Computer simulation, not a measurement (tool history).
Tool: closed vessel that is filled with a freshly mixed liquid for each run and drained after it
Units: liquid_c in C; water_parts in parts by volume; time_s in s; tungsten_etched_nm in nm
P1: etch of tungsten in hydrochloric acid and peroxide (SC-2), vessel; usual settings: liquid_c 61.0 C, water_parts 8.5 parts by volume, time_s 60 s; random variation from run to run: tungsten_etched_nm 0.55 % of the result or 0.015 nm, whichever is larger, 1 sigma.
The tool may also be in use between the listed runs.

run	hour	liquid_c	water_parts	time_s	hours since the thermometer was replaced	hours since the chemicals flow meter was replaced	hours since the drum of peroxide was connected	tungsten_etched_nm
1	14.6	61.0	8.5	60	1370.0	429.9	350.0	32.886
2	29.5	47.5	8.5	60	1384.9	444.8	364.9	13.511
3	36.8	72.0	8.5	60	1392.2	452.1	372.2	63.455
4	45.5	51.5	5.0	60	1400.9	460.8	380.9	26.611
5	54.3	61.0	4.0	60	1409.7	469.6	389.7	56.694
6	69.9	61.0	8.5	100	1425.3	485.2	405.3	54.053
7	78.1	61.0	8.5	30	1433.5	493.4	413.5	16.380
8	92.7	61.0	8.5	60	1448.1	508.0	428.1	32.902
9	108.0	61.0	8.5	60	1463.4	523.3	443.4	32.387
10	118.6	61.0	15.0	60	1474.0	533.9	454.0	20.176
11	130.2	61.0	8.5	60	1485.6	545.5	465.6	32.997
12	142.1	61.0	8.5	60	1497.5	557.4	477.5	32.722
13	153.5	61.0	8.5	60	1508.9	568.8	488.9	31.787
14	169.2	61.0	8.5	60	1524.6	584.5	504.6	31.222
15	184.8	61.0	8.5	60	1540.2	600.1	520.2	30.437
16	199.9	61.0	8.5	60	1555.3	615.2	535.3	30.314
# hour 209.4: new drum of peroxide connected
17	214.8	61.0	8.5	60	1570.2	630.1	5.4	30.326
18	231.3	61.0	8.5	60	1586.7	646.6	21.9	30.224
19	242.6	61.0	8.5	60	1598.0	657.9	33.2	30.109
20	256.5	61.0	8.5	60	1611.9	671.8	47.1	29.794
21	269.1	61.0	8.5	60	1624.5	684.4	59.7	29.890
22	277.1	61.0	8.5	60	1632.5	692.4	67.7	29.739

What P1 gives has crept away from where it was. These 2 causes fit the log equally well, each at the size given:
A: chemicals flow below the setpoint (%) = 9.98
B: liquid colder than its thermometer reads (K) = 1.38
The creep began at about hour 142.1.
Why every other cause is out:
peroxide weaker than its label (%): serviced at hour 209.4, which brought nothing back

4 check runs are offered, each on 5 wafers whose results are averaged, their results left as question marks. Which one tells the causes apart?
check 1	285.1	49.0	4.0	60				?
check 2	285.1	61.0	8.5	35				?
check 3	285.1	71.5	8.5	30				?
check 4	285.1	72.0	8.5	90				?

What each check would give under each cause:
check	result	if A	if B
check 1	tungsten_etched_nm	24.466	23.940
check 2	tungsten_etched_nm	17.464	17.456
check 3	tungsten_etched_nm	28.243	28.376
check 4	tungsten_etched_nm	87.244	87.676
How far apart the two closest causes lie, in the result that separates them most: check 1 2.17 %; check 2 0.05 %; check 3 0.47 %; check 4 0.49 %
Only check 1 tells the causes apart: in the others they would give nearly the same result.

Then check 1 was run and gave: tungsten_etched_nm 24.590 nm. Which cause is it?

It is A: chemicals flow below the setpoint (%).

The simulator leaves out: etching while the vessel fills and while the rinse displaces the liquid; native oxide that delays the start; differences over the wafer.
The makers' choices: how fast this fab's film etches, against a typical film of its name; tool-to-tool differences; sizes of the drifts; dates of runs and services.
